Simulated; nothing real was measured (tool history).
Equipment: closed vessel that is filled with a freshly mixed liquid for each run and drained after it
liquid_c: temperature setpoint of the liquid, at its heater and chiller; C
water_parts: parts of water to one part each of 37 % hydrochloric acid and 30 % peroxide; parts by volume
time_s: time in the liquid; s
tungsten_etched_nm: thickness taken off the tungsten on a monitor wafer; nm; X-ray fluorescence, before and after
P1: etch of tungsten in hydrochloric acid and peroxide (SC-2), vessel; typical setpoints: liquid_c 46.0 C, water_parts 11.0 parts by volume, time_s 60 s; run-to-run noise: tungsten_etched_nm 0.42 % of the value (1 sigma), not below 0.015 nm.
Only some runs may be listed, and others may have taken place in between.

run 1 hour=7.6 | liquid_c=46.0 water_parts=11.0 time_s=60 | tungsten_etched_nm=6.3611
run 2 hour=13.9 | liquid_c=46.0 water_parts=11.0 time_s=30 | tungsten_etched_nm=3.1571
run 3 hour=25.1 | liquid_c=60.0 water_parts=11.0 time_s=60 | tungsten_etched_nm=15.9300
run 4 hour=35.9 | liquid_c=55.5 water_parts=11.0 time_s=100 | tungsten_etched_nm=19.9010
run 5 hour=41.2 | liquid_c=46.0 water_parts=19.0 time_s=60 | tungsten_etched_nm=3.9080
run 6 hour=51.1 | liquid_c=46.0 water_parts=11.0 time_s=60 | tungsten_etched_nm=6.3410
run 7 hour=57.0 | liquid_c=46.0 water_parts=11.0 time_s=100 | tungsten_etched_nm=10.6380
run 8 hour=65.3 | liquid_c=46.0 water_parts=4.0 time_s=60 | tungsten_etched_nm=13.7390
run 9 hour=73.2 | liquid_c=46.0 water_parts=11.0 time_s=60 | tungsten_etched_nm=6.3509
run 10 hour=81.7 | liquid_c=60.0 water_parts=6.5 time_s=60 | tungsten_etched_nm=24.5340
run 11 hour=88.8 | liquid_c=46.0 water_parts=11.0 time_s=60 | tungsten_etched_nm=6.3818
run 12 hour=98.0 | liquid_c=35.5 water_parts=11.0 time_s=60 | tungsten_etched_nm=3.0071

What will run 13 give?
run 13 hour=105.4 | liquid_c=46.0 water_parts=11.0 time_s=60 | tungsten_etched_nm=?

Logged for run 13: tungsten_etched_nm 6.4304 nm.
